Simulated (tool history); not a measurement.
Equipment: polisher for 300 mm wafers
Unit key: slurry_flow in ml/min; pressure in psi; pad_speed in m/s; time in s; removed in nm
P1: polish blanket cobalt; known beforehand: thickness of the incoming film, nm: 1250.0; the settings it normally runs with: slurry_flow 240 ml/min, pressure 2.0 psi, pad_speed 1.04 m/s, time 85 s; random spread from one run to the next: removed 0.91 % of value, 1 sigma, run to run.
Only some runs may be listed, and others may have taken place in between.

run 1 hour=5.6 | slurry_flow=240 pressure=2.0 pad_speed=1.04 time=85 | removed=509.23
run 2 hour=12.7 | slurry_flow=240 pressure=3.0 pad_speed=1.04 time=85 | removed=759.05
run 3 hour=17.4 | slurry_flow=240 pressure=2.0 pad_speed=1.04 time=85 | removed=503.42
run 4 hour=26.4 | slurry_flow=375 pressure=2.0 pad_speed=1.04 time=85 | removed=529.78
run 5 hour=32.1 | slurry_flow=240 pressure=2.0 pad_speed=1.04 time=52 | removed=309.96
run 6 hour=36.4 | slurry_flow=145 pressure=2.0 pad_speed=1.04 time=85 | removed=479.24
run 7 hour=44.2 | slurry_flow=240 pressure=1.2 pad_speed=1.04 time=85 | removed=302.78
run 8 hour=52.5 | slurry_flow=240 pressure=2.0 pad_speed=1.04 time=85 | removed=499.73
run 9 hour=59.6 | slurry_flow=240 pressure=2.0 pad_speed=1.04 time=85 | removed=499.75
run 10 hour=66.0 | slurry_flow=320 pressure=2.0 pad_speed=1.04 time=125 | removed=780.55
run 11 hour=73.9 | slurry_flow=240 pressure=2.0 pad_speed=1.04 time=111 | removed=661.21
run 12 hour=82.3 | slurry_flow=240 pressure=2.0 pad_speed=1.54 time=85 | removed=749.20
run 13 hour=90.5 | slurry_flow=240 pressure=2.0 pad_speed=0.68 time=85 | removed=332.00
run 14 hour=94.5 | slurry_flow=240 pressure=2.0 pad_speed=1.04 time=85 | removed=510.62
run 15 hour=102.9 | slurry_flow=240 pressure=2.0 pad_speed=1.04 time=85 | removed=490.25
run 16 hour=107.8 | slurry_flow=240 pressure=2.0 pad_speed=1.04 time=85 | removed=492.78
run 17 hour=112.3 | slurry_flow=240 pressure=2.0 pad_speed=1.04 time=85 | removed=485.15
run 18 hour=118.4 | slurry_flow=240 pressure=2.0 pad_speed=1.04 time=85 | removed=491.49
-- hour=122.8 worn pad replaced by a new one
run 19 hour=123.1 | slurry_flow=240 pressure=2.0 pad_speed=1.04 time=85 | removed=480.54
run 20 hour=132.0 | slurry_flow=240 pressure=2.0 pad_speed=1.04 time=85 | removed=485.57
run 21 hour=137.2 | slurry_flow=240 pressure=2.0 pad_speed=1.04 time=85 | removed=474.75

Something has made what P1 gives creep away from where it was; the 2 causes below, each at its own stated size, fit the log equally well:
A: slurry flow missing at the pad, % = 31.8
B: head's pressure below its setpoint, % = 5.03
At approximately hour 94.5, the process output began to creep.
Every other cause this tool's parts could produce, and why it does not fit the log:
removal rate lost through wear of the pad, %: serviced at hour 122.8, which brought nothing back

Of the 4 check runs below, each run on 5 wafers with the results averaged and each result still a question mark, which one would tell the listed causes apart?
run check 1 hour=142.4 | slurry_flow=145 pressure=2.0 pad_speed=1.04 time=85 | removed=?
run check 2 hour=142.4 | slurry_flow=290 pressure=2.0 pad_speed=1.04 time=85 | removed=?
run check 3 hour=142.4 | slurry_flow=240 pressure=2.0 pad_speed=0.70 time=85 | removed=?
run check 4 hour=142.4 | slurry_flow=290 pressure=2.0 pad_speed=1.04 time=65 | removed=?

What each check would give under each cause:
check=check_1 result=removed if_A=434.68 if_B=448.14
check=check_2 result=removed if_A=495.28 if_B=491.11
check=check_3 result=removed if_A=324.21 if_B=324.21
check=check_4 result=removed if_A=378.74 if_B=375.56
Separation of the two closest causes in each check, using whichever result separates them best: check 1 3.05 %; check 2 0.85 %; check 3 0 %; check 4 0.85 %
The causes can be told apart only by check 1. The other checks would give nearly the same results under each of them.

Then check 1 was run and gave: removed 448.40 nm. Which cause is it?

The cause is B: head's pressure below its setpoint, %.
